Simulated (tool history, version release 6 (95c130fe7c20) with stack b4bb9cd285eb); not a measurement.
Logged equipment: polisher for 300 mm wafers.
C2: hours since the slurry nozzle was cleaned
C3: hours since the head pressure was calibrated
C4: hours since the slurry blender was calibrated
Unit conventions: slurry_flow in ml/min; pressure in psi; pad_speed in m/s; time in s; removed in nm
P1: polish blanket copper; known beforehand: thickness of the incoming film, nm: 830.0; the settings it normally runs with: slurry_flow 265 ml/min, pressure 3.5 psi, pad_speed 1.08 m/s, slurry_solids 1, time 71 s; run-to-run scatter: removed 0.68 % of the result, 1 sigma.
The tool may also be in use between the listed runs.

run 1 hour=8.6 | slurry_flow=265 pressure=3.5 pad_speed=1.08 slurry_solids=1 time=71 | wafers_polished_on_this_pad=407 C2=58.4 C3=563.6 C4=35.9 | removed=311.31
run 2 hour=21.2 | slurry_flow=265 pressure=3.5 pad_speed=1.08 slurry_solids=1 time=71 | wafers_polished_on_this_pad=493 C2=71 C3=576.2 C4=48.5 | removed=312.1
run 3 hour=32.9 | slurry_flow=265 pressure=3.5 pad_speed=1.08 slurry_solids=1 time=93 | wafers_polished_on_this_pad=573 C2=82.7 C3=587.9 C4=60.2 | removed=408.5
run 4 hour=48.3 | slurry_flow=360 pressure=3.5 pad_speed=1.08 slurry_solids=1 time=71 | wafers_polished_on_this_pad=678 C2=98.1 C3=603.3 C4=75.6 | removed=321.77
run 5 hour=59.8 | slurry_flow=265 pressure=2 pad_speed=1.08 slurry_solids=1 time=71 | wafers_polished_on_this_pad=756 C2=109.6 C3=614.8 C4=87.1 | removed=178.07
run 6 hour=67.8 | slurry_flow=265 pressure=3.5 pad_speed=1.08 slurry_solids=1 time=71 | wafers_polished_on_this_pad=811 C2=117.6 C3=622.8 C4=95.1 | removed=310.6
run 7 hour=79.7 | slurry_flow=265 pressure=3.5 pad_speed=0.64 slurry_solids=1 time=36 | wafers_polished_on_this_pad=892 C2=129.5 C3=634.7 C4=107 | removed=93.698
run 8 hour=87.8 | slurry_flow=265 pressure=3.5 pad_speed=1.68 slurry_solids=1 time=71 | wafers_polished_on_this_pad=948 C2=137.6 C3=642.8 C4=115.1 | removed=483.99
run 9 hour=102.6 | slurry_flow=265 pressure=3.5 pad_speed=1.08 slurry_solids=1 time=71 | wafers_polished_on_this_pad=1049 C2=152.4 C3=657.6 C4=129.9 | removed=312.25
run 10 hour=114.5 | slurry_flow=265 pressure=3.5 pad_speed=1.08 slurry_solids=1 time=36 | wafers_polished_on_this_pad=1130 C2=164.3 C3=669.5 C4=141.8 | removed=157.77
run 11 hour=127.7 | slurry_flow=265 pressure=3.5 pad_speed=1.08 slurry_solids=0.5 time=71 | wafers_polished_on_this_pad=1220 C2=177.5 C3=682.7 C4=155 | removed=272.86
run 12 hour=134.9 | slurry_flow=160 pressure=3.5 pad_speed=1.08 slurry_solids=1 time=71 | wafers_polished_on_this_pad=1269 C2=184.7 C3=689.9 C4=162.2 | removed=292.73
run 13 hour=147.2 | slurry_flow=265 pressure=3.5 pad_speed=1.08 slurry_solids=1.5 time=71 | wafers_polished_on_this_pad=1354 C2=197 C3=702.2 C4=174.5 | removed=339.66
run 14 hour=160.7 | slurry_flow=265 pressure=5.2 pad_speed=1.08 slurry_solids=1 time=71 | wafers_polished_on_this_pad=1446 C2=210.5 C3=715.7 C4=188 | removed=459.39
run 15 hour=169.9 | slurry_flow=265 pressure=3.5 pad_speed=0.78 slurry_solids=1 time=71 | wafers_polished_on_this_pad=1509 C2=219.7 C3=724.9 C4=197.2 | removed=224.3
run 16 hour=181.8 | slurry_flow=265 pressure=3.5 pad_speed=1.08 slurry_solids=1 time=71 | wafers_polished_on_this_pad=1590 C2=231.6 C3=736.8 C4=209.1 | removed=312.03
run 17 hour=188.9 | slurry_flow=265 pressure=3.5 pad_speed=1.08 slurry_solids=1 time=71 | wafers_polished_on_this_pad=1638 C2=238.7 C3=743.9 C4=216.2 | removed=312.9
run 18 hour=197.5 | slurry_flow=265 pressure=3.5 pad_speed=1.08 slurry_solids=1 time=71 | wafers_polished_on_this_pad=1697 C2=247.3 C3=752.5 C4=224.8 | removed=308.8
run 19 hour=212.5 | slurry_flow=265 pressure=3.5 pad_speed=1.08 slurry_solids=1 time=71 | wafers_polished_on_this_pad=1800 C2=262.3 C3=767.5 C4=239.8 | removed=301.77
run 20 hour=227.8 | slurry_flow=265 pressure=3.5 pad_speed=1.08 slurry_solids=1 time=71 | wafers_polished_on_this_pad=1904 C2=277.6 C3=782.8 C4=255.1 | removed=298.1
run 21 hour=242.8 | slurry_flow=265 pressure=3.5 pad_speed=1.08 slurry_solids=1 time=71 | wafers_polished_on_this_pad=2007 C2=292.6 C3=797.8 C4=270.1 | removed=294.63
-- hour=245.3 head pressure recalibrated
run 22 hour=251.3 | slurry_flow=265 pressure=3.5 pad_speed=1.08 slurry_solids=1 time=71 | wafers_polished_on_this_pad=2065 C2=301.1 C3=6.1 C4=278.6 | removed=289.46
run 23 hour=264.5 | slurry_flow=265 pressure=3.5 pad_speed=1.08 slurry_solids=1 time=71 | wafers_polished_on_this_pad=2155 C2=314.3 C3=19.3 C4=291.8 | removed=292.65
-- hour=268.7 worn pad replaced by a new one
run 24 hour=278.6 | slurry_flow=265 pressure=3.5 pad_speed=1.08 slurry_solids=1 time=71 | wafers_polished_on_this_pad=68 C2=328.4 C3=33.4 C4=305.9 | removed=292.63
run 25 hour=286.9 | slurry_flow=265 pressure=3.5 pad_speed=1.08 slurry_solids=1 time=71 | wafers_polished_on_this_pad=124 C2=336.7 C3=41.7 C4=314.2 | removed=292.18
run 26 hour=295.4 | slurry_flow=265 pressure=3.5 pad_speed=1.08 slurry_solids=1 time=71 | wafers_polished_on_this_pad=182 C2=345.2 C3=50.2 C4=322.7 | removed=295.05

The log shows P1 creeping away from where it was. Any of the 2 causes listed here, at the size stated for it, fits the log just as well as the others:
A: abrasive missing from the slurry, % = 24.7
B: slurry flow missing at the pad, % = 37.6
The gradual shift began around hour 197.5.
Each remaining cause and why it is not a fit:
removal rate lost through wear of the pad, %: was serviced at hour 268.7, once the creep was under way, yet the earlier output never came back
head's pressure below its setpoint, %: was serviced at hour 245.3, once the creep was under way, yet the earlier output never came back

4 check runs are offered, each on 2 wafers whose results are averaged, their results left as question marks. Which one tells the causes apart?
run check 1 hour=303.9 | slurry_flow=160 pressure=3.5 pad_speed=1.58 slurry_solids=1 time=71 | removed=?
run check 2 hour=303.9 | slurry_flow=265 pressure=3.5 pad_speed=1.08 slurry_solids=1.45 time=47 | removed=?
run check 3 hour=303.9 | slurry_flow=265 pressure=3.5 pad_speed=1.08 slurry_solids=0.5 time=71 | removed=?
run check 4 hour=303.9 | slurry_flow=265 pressure=2.5 pad_speed=1.08 slurry_solids=1 time=71 | removed=?

Expected result of each check under each candidate cause:
check=check_1 result=removed if_A=402.21 if_B=388.18
check=check_2 result=removed if_A=210.12 if_B=210.68
check=check_3 result=removed if_A=255.81 if_B=254.49
check=check_4 result=removed if_A=209.57 if_B=209.57
How far apart the two closest causes lie, in the result that separates them most: check 1 3.55 %; check 2 0.27 %; check 3 0.52 %; check 4 0 %
Only check 1 tells the causes apart: in the others they would give nearly the same result.

Check 1 was carried out, with these results: removed 405.86 nm. Which of the listed causes is responsible?

It was cause A: abrasive missing from the slurry, %.

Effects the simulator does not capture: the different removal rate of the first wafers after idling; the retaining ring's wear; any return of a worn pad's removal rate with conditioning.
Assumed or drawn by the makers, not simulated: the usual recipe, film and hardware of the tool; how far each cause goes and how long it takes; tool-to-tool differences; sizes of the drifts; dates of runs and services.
